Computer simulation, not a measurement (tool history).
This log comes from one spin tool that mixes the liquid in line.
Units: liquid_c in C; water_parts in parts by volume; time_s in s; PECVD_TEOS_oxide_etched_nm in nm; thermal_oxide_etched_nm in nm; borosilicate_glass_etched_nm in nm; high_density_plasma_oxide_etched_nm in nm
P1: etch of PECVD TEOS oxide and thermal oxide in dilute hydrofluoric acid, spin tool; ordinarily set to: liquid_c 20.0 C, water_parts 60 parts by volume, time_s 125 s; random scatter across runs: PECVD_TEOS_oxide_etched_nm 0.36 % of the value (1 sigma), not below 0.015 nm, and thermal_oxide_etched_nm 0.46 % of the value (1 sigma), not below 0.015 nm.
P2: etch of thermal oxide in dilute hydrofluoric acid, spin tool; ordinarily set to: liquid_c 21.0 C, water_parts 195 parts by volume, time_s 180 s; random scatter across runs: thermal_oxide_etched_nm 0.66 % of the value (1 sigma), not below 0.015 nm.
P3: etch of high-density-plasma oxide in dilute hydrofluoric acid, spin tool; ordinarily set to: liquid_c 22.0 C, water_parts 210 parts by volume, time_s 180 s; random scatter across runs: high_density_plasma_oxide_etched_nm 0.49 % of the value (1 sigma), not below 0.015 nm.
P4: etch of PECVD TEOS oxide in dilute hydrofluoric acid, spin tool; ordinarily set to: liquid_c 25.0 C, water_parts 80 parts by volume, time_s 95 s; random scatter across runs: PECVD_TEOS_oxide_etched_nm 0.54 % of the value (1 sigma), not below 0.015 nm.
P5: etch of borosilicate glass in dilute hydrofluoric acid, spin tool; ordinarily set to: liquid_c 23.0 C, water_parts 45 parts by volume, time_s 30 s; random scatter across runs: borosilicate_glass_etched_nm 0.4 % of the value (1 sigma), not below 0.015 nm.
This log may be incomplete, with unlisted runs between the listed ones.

| run | hour | process | liquid_c | water_parts | time_s | PECVD_TEOS_oxide_etched_nm | thermal_oxide_etched_nm | borosilicate_glass_etched_nm | high_density_plasma_oxide_etched_nm |
|---|---|---|---|---|---|---|---|---|---|
| 1 | 9.4 | P1 | 20.0 | 60 | 125 | 20.7130 | 8.7011 |  |  |
| 2 | 14.8 | P4 | 25.0 | 80 | 40 | 12.5540 |  |  |  |
| 3 | 23.0 | P2 | 21.0 | 85 | 180 |  | 8.7557 |  |  |
| 4 | 32.4 | P1 | 20.0 | 60 | 125 | 20.9510 | 8.7616 |  |  |
| 5 | 37.1 | P1 | 23.5 | 60 | 125 | 24.0650 | 10.0340 |  |  |
| 6 | 45.4 | P5 | 23.0 | 45 | 30 |  |  | 16.511 |  |
| 7 | 49.6 | P5 | 23.0 | 45 | 60 |  |  | 33.177 |  |
| 8 | 54.7 | P1 | 20.0 | 60 | 125 | 21.0190 | 8.6788 |  |  |
| 9 | 62.8 | P1 | 20.0 | 60 | 125 | 20.7980 | 8.6685 |  |  |
| 10 | 71.4 | P2 | 21.0 | 195 | 180 |  | 3.3551 |  |  |
| 11 | 77.4 | P5 | 17.0 | 45 | 30 |  |  | 12.885 |  |
| 12 | 86.0 | P4 | 25.0 | 80 | 95 | 29.5450 |  |  |  |
| 13 | 90.6 | P4 | 25.0 | 80 | 95 | 29.4730 |  |  |  |
| 14 | 99.7 | P1 | 20.0 | 35 | 125 | 36.7360 | 15.4850 |  |  |
| 15 | 104.4 | P1 | 20.0 | 90 | 125 | 13.4620 | 5.6316 |  |  |
| 16 | 110.5 | P1 | 20.0 | 60 | 15 | 2.5086 | 1.0562 |  |  |
| 17 | 119.8 | P5 | 23.0 | 20 | 30 |  |  | 38.621 |  |
| 18 | 129.0 | P1 | 20.0 | 20 | 45 | 23.6030 | 9.8865 |  |  |
| 19 | 136.7 | P4 | 29.0 | 80 | 95 | 34.5760 |  |  |  |
| 20 | 143.4 | P1 | 20.0 | 60 | 125 | 20.8150 | 8.7155 |  |  |
| 21 | 152.1 | P4 | 25.0 | 130 | 95 | 17.1570 |  |  |  |
| 22 | 159.9 | P3 | 22.0 | 210 | 315 |  |  |  | 9.0108 |
| 23 | 166.5 | P1 | 20.0 | 60 | 125 | 20.8280 | 8.7690 |  |  |
| 24 | 175.4 | P2 | 21.0 | 195 | 260 |  | 4.9232 |  |  |
| 25 | 184.8 | P2 | 26.0 | 195 | 180 |  | 4.0383 |  |  |
| 26 | 194.2 | P1 | 24.5 | 20 | 125 | 79.5190 | 33.3810 |  |  |
| 27 | 200.3 | P1 | 20.0 | 60 | 125 | 20.8010 | 8.7896 |  |  |
| 28 | 206.0 | P1 | 20.0 | 60 | 215 | 36.0550 | 15.0230 |  |  |
| 29 | 211.8 | P1 | 17.0 | 60 | 125 | 18.2590 | 7.7106 |  |  |
| 30 | 219.7 | P2 | 21.0 | 195 | 180 |  | 3.3430 |  |  |
| 31 | 228.3 | P3 | 22.0 | 380 | 180 |  |  |  | 2.4101 |
| 32 | 233.3 | P3 | 22.0 | 210 | 180 |  |  |  | 5.1170 |
| 33 | 237.7 | P3 | 29.0 | 210 | 180 |  |  |  | 6.6674 |
| 34 | 246.4 | P1 | 20.0 | 60 | 125 | 20.8360 | 8.7004 |  |  |
| 35 | 253.3 | P1 | 20.0 | 60 | 125 | 21.7670 | 9.0812 |  |  |
| 36 | 262.6 | P1 | 20.0 | 60 | 125 | 22.2700 | 9.3076 |  |  |
| 37 | 269.1 | P1 | 20.0 | 60 | 125 | 22.3900 | 9.3881 |  |  |
| 38 | 277.5 | P1 | 20.0 | 60 | 125 | 22.5460 | 9.4967 |  |  |
| 39 | 283.2 | P1 | 20.0 | 60 | 125 | 22.7260 | 9.4939 |  |  |
| 40 | 288.8 | P1 | 20.0 | 60 | 125 | 22.7640 | 9.5541 |  |  |
| 41 | 294.6 | P1 | 20.0 | 60 | 125 | 22.8910 | 9.5839 |  |  |
| 42 | 300.8 | P1 | 20.0 | 60 | 125 | 22.9120 | 9.6734 |  |  |
| 43 | 309.2 | P1 | 20.0 | 60 | 125 | 22.9620 | 9.5995 |  |  |

The log shows P1 creeping away from where it was. Any of the 2 causes listed here, at the size stated for it, fits the log just as well as the others:
A: hydrofluoric acid flow above the setpoint (%) = 9.34
B: liquid hotter than its thermometer reads (K) = 2.29
Onset of the creep was near hour 246.4.

Each of the check runs listed below is run on 2 wafers and reports their average, with the results left as question marks. Pick the one under which the possible causes would lead to clearly different results.
| check 1 | 317.6 | P2 | 21.0 | 90 | 180 |  | ? |  |  |
| check 2 | 317.6 | P4 | 25.0 | 80 | 65 | ? |  |  |  |
| check 3 | 317.6 | P3 | 27.5 | 210 | 180 |  |  |  | ? |
| check 4 | 317.6 | P5 | 17.0 | 45 | 60 |  |  | ? |  |

Check results expected under each cause:
| check | result | if A | if B |
|---|---|---|---|
| check 1 | thermal_oxide_etched_nm | 9.0188 | 8.9703 |
| check 2 | PECVD_TEOS_oxide_etched_nm | 22.3750 | 22.2020 |
| check 3 | high_density_plasma_oxide_etched_nm | 7.0439 | 6.8333 |
| check 4 | borosilicate_glass_etched_nm | 28.253 | 28.410 |
Distance between the nearest two causes, measured in the result of the check that separates them most: check 1 0.54 %; check 2 0.78 %; check 3 3.03 %; check 4 0.55 %
The other checks would show nearly matching results whichever cause is true, so check 3 is the only one that separates the causes.

Here is what check 3 returned: high_density_plasma_oxide_etched_nm 7.0409 nm. Which cause is it?

A is the cause: hydrofluoric acid flow above the setpoint (%).
